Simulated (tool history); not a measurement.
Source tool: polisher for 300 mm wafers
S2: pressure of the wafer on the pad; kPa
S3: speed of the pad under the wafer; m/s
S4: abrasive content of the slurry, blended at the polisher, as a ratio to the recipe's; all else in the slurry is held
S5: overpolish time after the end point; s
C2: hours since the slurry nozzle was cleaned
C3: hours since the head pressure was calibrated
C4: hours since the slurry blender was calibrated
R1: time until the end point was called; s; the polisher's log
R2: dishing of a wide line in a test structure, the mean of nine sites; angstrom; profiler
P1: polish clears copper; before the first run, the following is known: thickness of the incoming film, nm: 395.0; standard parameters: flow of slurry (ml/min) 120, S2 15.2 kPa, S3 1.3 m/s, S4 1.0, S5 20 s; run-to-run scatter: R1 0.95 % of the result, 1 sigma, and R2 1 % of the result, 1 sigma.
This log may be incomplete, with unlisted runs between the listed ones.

Run 1, hour 2.9: flow of slurry (ml/min) 120, S2 15.2 kPa, S3 1.3 m/s, S4 1.0, S5 20 s; wafers polished on this pad 847; C2 426.3; C3 727.4; C4 292.0. Result: R1 159.860 s, R2 360.03 angstrom.
Run 2, hour 5.8: flow of slurry (ml/min) 70, S2 15.2 kPa, S3 1.3 m/s, S4 1.0, S5 20 s; wafers polished on this pad 870; C2 429.2; C3 730.3; C4 294.9. Result: R1 182.160 s, R2 326.68 angstrom.
At hour 6.7: slurry blender recalibrated.
Run 3, hour 8.6: flow of slurry (ml/min) 120, S2 15.2 kPa, S3 1.3 m/s, S4 1.0, S5 29 s; wafers polished on this pad 892; C2 432.0; C3 733.1; C4 1.9. Result: R1 157.400 s, R2 508.27 angstrom.
Run 4, hour 11.8: flow of slurry (ml/min) 120, S2 15.2 kPa, S3 1.3 m/s, S4 0.7, S5 20 s; wafers polished on this pad 918; C2 435.2; C3 736.3; C4 5.1. Result: R1 171.480 s, R2 345.25 angstrom.
Run 5, hour 15.4: flow of slurry (ml/min) 120, S2 15.2 kPa, S3 2.0 m/s, S4 1.0, S5 20 s; wafers polished on this pad 946; C2 438.8; C3 739.9; C4 8.7. Result: R1 102.040 s, R2 528.34 angstrom.
Run 6, hour 18.4: flow of slurry (ml/min) 120, S2 15.2 kPa, S3 1.3 m/s, S4 1.0, S5 9 s; wafers polished on this pad 970; C2 441.8; C3 742.9; C4 11.7. Result: R1 154.280 s, R2 180.61 angstrom.
Run 7, hour 22.9: flow of slurry (ml/min) 120, S2 15.2 kPa, S3 1.3 m/s, S4 1.0, S5 20 s; wafers polished on this pad 1006; C2 446.3; C3 747.4; C4 16.2. Result: R1 158.120 s, R2 369.39 angstrom.
Run 8, hour 26.7: flow of slurry (ml/min) 120, S2 15.2 kPa, S3 1.3 m/s, S4 1.0, S5 20 s; wafers polished on this pad 1036; C2 450.1; C3 751.2; C4 20.0. Result: R1 160.630 s, R2 364.42 angstrom.
Run 9, hour 30.3: flow of slurry (ml/min) 120, S2 15.2 kPa, S3 1.3 m/s, S4 1.5, S5 20 s; wafers polished on this pad 1065; C2 453.7; C3 754.8; C4 23.6. Result: R1 146.440 s, R2 397.93 angstrom.
Run 10, hour 33.5: flow of slurry (ml/min) 120, S2 8.3 kPa, S3 1.3 m/s, S4 1.0, S5 20 s; wafers polished on this pad 1090; C2 456.9; C3 758.0; C4 26.8. Result: R1 289.040 s, R2 208.30 angstrom.
Run 11, hour 36.9: flow of slurry (ml/min) 120, S2 15.2 kPa, S3 1.3 m/s, S4 1.0, S5 20 s; wafers polished on this pad 1117; C2 460.3; C3 761.4; C4 30.2. Result: R1 157.260 s, R2 367.60 angstrom.
Run 12, hour 39.9: flow of slurry (ml/min) 120, S2 15.2 kPa, S3 0.8 m/s, S4 1.0, S5 20 s; wafers polished on this pad 1141; C2 463.3; C3 764.4; C4 33.2. Result: R1 252.460 s, R2 236.27 angstrom.
Run 13, hour 43.0: flow of slurry (ml/min) 175, S2 15.2 kPa, S3 1.3 m/s, S4 1.0, S5 20 s; wafers polished on this pad 1166; C2 466.4; C3 767.5; C4 36.3. Result: R1 148.280 s, R2 389.15 angstrom.
Run 14, hour 46.5: flow of slurry (ml/min) 120, S2 23.4 kPa, S3 1.3 m/s, S4 1.4, S5 20 s; wafers polished on this pad 1194; C2 469.9; C3 771.0; C4 39.8. Result: R1 95.424 s, R2 584.95 angstrom.
Run 15, hour 48.9: flow of slurry (ml/min) 120, S2 15.2 kPa, S3 1.3 m/s, S4 1.0, S5 20 s; wafers polished on this pad 1213; C2 472.3; C3 773.4; C4 42.2. Result: R1 155.580 s, R2 363.94 angstrom.
Run 16, hour 51.9: flow of slurry (ml/min) 120, S2 24.1 kPa, S3 1.3 m/s, S4 1.0, S5 20 s; wafers polished on this pad 1237; C2 475.3; C3 776.4; C4 45.2. Result: R1 98.449 s, R2 561.13 angstrom.
Run 17, hour 55.6: flow of slurry (ml/min) 120, S2 15.2 kPa, S3 1.3 m/s, S4 1.0, S5 20 s; wafers polished on this pad 1266; C2 479.0; C3 780.1; C4 48.9. Result: R1 155.290 s, R2 374.61 angstrom.
Run 18, hour 59.3: flow of slurry (ml/min) 120, S2 15.2 kPa, S3 1.3 m/s, S4 1.0, S5 20 s; wafers polished on this pad 1296; C2 482.7; C3 783.8; C4 52.6. Result: R1 163.910 s, R2 356.57 angstrom.
Run 19, hour 64.0: flow of slurry (ml/min) 120, S2 15.2 kPa, S3 1.3 m/s, S4 1.0, S5 20 s; wafers polished on this pad 1333; C2 487.4; C3 788.5; C4 57.3. Result: R1 167.370 s, R2 350.46 angstrom.
Run 20, hour 66.7: flow of slurry (ml/min) 120, S2 15.2 kPa, S3 1.3 m/s, S4 1.0, S5 20 s; wafers polished on this pad 1355; C2 490.1; C3 791.2; C4 60.0. Result: R1 169.440 s, R2 341.40 angstrom.
Run 21, hour 71.5: flow of slurry (ml/min) 120, S2 15.2 kPa, S3 1.3 m/s, S4 1.0, S5 20 s; wafers polished on this pad 1393; C2 494.9; C3 796.0; C4 64.8. Result: R1 172.100 s, R2 334.40 angstrom.
Run 22, hour 76.3: flow of slurry (ml/min) 120, S2 15.2 kPa, S3 1.3 m/s, S4 1.0, S5 20 s; wafers polished on this pad 1431; C2 499.7; C3 800.8; C4 69.6. Result: R1 176.730 s, R2 335.79 angstrom.
Run 23, hour 79.4: flow of slurry (ml/min) 120, S2 15.2 kPa, S3 1.3 m/s, S4 1.0, S5 20 s; wafers polished on this pad 1456; C2 502.8; C3 803.9; C4 72.7. Result: R1 175.270 s, R2 330.51 angstrom.
At hour 79.5: head pressure recalibrated.
At hour 81.6: slurry blender recalibrated.
Run 24, hour 84.0: flow of slurry (ml/min) 120, S2 15.2 kPa, S3 1.3 m/s, S4 1.0, S5 20 s; wafers polished on this pad 1492; C2 507.4; C3 4.6; C4 2.4. Result: R1 178.200 s, R2 333.16 angstrom.
Run 25, hour 88.7: flow of slurry (ml/min) 120, S2 15.2 kPa, S3 1.3 m/s, S4 1.0, S5 20 s; wafers polished on this pad 1530; C2 512.1; C3 9.3; C4 7.1. Result: R1 177.610 s, R2 331.64 angstrom.
Run 26, hour 91.0: flow of slurry (ml/min) 120, S2 15.2 kPa, S3 1.3 m/s, S4 1.0, S5 20 s; wafers polished on this pad 1548; C2 514.4; C3 11.6; C4 9.4. Result: R1 176.980 s, R2 332.42 angstrom.

P1 no longer gives what it gave before; its output has crept away from where it was. The following 2 causes, each at its listed size, fit the log equally well:
A: removal rate lost through wear of the pad, % = 11.6
B: slurry flow missing at the pad, % = 37.6
The process output started creeping at around hour 55.6.
What rules out each remaining cause:
head's pressure below its setpoint, %: serviced at hour 79.5, after the drift had started, without restoring the earlier output
abrasive missing from the slurry, %: serviced at hour 81.6, after the drift had started, without restoring the earlier output

The list below offers 4 check runs, each averaging the results of 5 wafers, and shows each result as a question mark. For which of them would the listed causes give clearly different results?
Run check 1, hour 93.3: flow of slurry (ml/min) 120, S2 22.8 kPa, S3 1.3 m/s, S4 1.00, S5 20 s. Result: R1 ?, R2 ?.
Run check 2, hour 93.3: flow of slurry (ml/min) 120, S2 15.2 kPa, S3 1.3 m/s, S4 1.45, S5 20 s. Result: R1 ?, R2 ?.
Run check 3, hour 93.3: flow of slurry (ml/min) 90, S2 15.2 kPa, S3 1.3 m/s, S4 1.00, S5 9 s. Result: R1 ?, R2 ?.
Run check 4, hour 93.3: flow of slurry (ml/min) 120, S2 11.7 kPa, S3 1.3 m/s, S4 1.25, S5 20 s. Result: R1 ?, R2 ?.

How each check would come out, cause by cause:
  check  result     if A     if B
check 1      R1  118.740  118.780
check 1      R2   480.24   480.12
check 2      R1  164.200  164.240
check 2      R2   353.92   353.84
check 3      R1  190.890  197.630
check 3      R2   148.39   143.58
check 4      R1  219.600  219.660
check 4      R2   269.74   269.67
Gap, in per cent, between the two causes that each check separates least, read from the result that separates them most: check 1 0.03 %; check 2 0.03 %; check 3 3.47 %; check 4 0.03 %
Only in check 3 would the causes give clearly different results; in the remaining checks their results would be nearly the same.

After running check 3, the following was obtained: R1 197.710 s; R2 144.02 angstrom. Which cause does this point to?

The correct cause is B, namely: slurry flow missing at the pad, %.
